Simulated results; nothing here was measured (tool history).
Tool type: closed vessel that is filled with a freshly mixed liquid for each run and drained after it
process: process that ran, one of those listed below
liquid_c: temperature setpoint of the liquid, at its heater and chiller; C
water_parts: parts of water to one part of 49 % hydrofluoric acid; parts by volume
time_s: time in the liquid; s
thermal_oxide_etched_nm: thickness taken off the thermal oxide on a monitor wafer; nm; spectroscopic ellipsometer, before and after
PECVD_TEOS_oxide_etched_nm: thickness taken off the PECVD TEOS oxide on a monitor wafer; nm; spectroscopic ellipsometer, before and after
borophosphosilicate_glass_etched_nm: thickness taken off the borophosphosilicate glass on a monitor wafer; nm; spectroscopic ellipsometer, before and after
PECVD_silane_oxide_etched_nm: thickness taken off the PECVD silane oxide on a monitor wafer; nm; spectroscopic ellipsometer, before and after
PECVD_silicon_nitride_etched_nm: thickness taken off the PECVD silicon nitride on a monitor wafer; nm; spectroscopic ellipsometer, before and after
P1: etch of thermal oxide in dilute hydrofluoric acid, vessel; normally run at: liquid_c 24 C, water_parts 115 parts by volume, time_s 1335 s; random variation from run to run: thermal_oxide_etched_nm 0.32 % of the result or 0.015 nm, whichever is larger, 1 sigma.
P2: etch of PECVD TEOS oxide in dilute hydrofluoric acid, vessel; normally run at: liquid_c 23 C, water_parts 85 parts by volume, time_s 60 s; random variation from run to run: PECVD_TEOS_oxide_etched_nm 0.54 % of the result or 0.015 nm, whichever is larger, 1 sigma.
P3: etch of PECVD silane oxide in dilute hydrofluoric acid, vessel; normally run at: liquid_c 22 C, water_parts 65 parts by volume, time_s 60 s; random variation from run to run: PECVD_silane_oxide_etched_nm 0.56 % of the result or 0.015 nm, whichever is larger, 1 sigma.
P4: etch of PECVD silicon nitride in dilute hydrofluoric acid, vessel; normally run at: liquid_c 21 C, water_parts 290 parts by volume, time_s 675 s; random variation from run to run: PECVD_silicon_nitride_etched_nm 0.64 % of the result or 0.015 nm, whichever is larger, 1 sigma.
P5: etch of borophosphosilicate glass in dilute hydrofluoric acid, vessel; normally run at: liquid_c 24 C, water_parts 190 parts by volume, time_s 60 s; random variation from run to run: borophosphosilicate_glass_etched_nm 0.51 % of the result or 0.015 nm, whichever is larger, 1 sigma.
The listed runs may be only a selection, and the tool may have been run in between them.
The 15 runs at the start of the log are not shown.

| run | hour | process | liquid_c | water_parts | time_s | hours since the thermometer was replaced | hours since the hydrofluoric acid flow meter was replaced | thermal_oxide_etched_nm | PECVD_TEOS_oxide_etched_nm | borophosphosilicate_glass_etched_nm | PECVD_silane_oxide_etched_nm | PECVD_silicon_nitride_etched_nm |
|---|---|---|---|---|---|---|---|---|---|---|---|---|
| 16 | 146.5 | P5 | 24 | 190 | 60 | 464.9 | 1352.3 |  |  | 7.5432 |  |  |
| 17 | 152.3 | P1 | 24 | 35 | 1335 | 470.7 | 1358.1 | 199.17 |  |  |  |  |
| 18 | 162.9 | P4 | 21 | 455 | 675 | 481.3 | 1368.7 |  |  |  |  | 3.0677 |
| 19 | 168.6 | P1 | 24 | 115 | 330 | 487 | 1374.4 | 13.51 |  |  |  |  |
| 20 | 175.7 | P4 | 21 | 290 | 1195 | 494.1 | 1381.5 |  |  |  |  | 8.3951 |
| 21 | 183.6 | P4 | 17 | 290 | 675 | 502 | 1389.4 |  |  |  |  | 3.6151 |
| 22 | 193.4 | P3 | 22 | 35 | 60 | 511.8 | 1399.2 |  |  |  | 75.381 |  |
| 23 | 203.2 | P1 | 24 | 115 | 1990 | 521.6 | 1409 | 81.456 |  |  |  |  |
| 24 | 212.7 | P4 | 21 | 290 | 675 | 531.1 | 1418.5 |  |  |  |  | 4.7291 |
| 25 | 223.8 | P1 | 24 | 115 | 1335 | 542.2 | 1429.6 | 54.863 |  |  |  |  |
| 26 | 235.7 | P2 | 23 | 85 | 60 | 554.1 | 1441.5 |  | 17.369 |  |  |  |
| 27 | 242.9 | P3 | 26 | 65 | 60 | 561.3 | 1448.7 |  |  |  | 45.81 |  |
| 28 | 250.6 | P1 | 24 | 115 | 1335 | 569 | 1456.4 | 54.966 |  |  |  |  |
| 29 | 260.6 | P2 | 23 | 40 | 60 | 579 | 1466.4 |  | 39.357 |  |  |  |

What will run 30 give?
| 30 | 272.9 | P5 | 24 | 190 | 60 | 591.3 | 1478.7 |  |  | ? |  |  |

borophosphosilicate_glass_etched_nm: 7.5656 nm
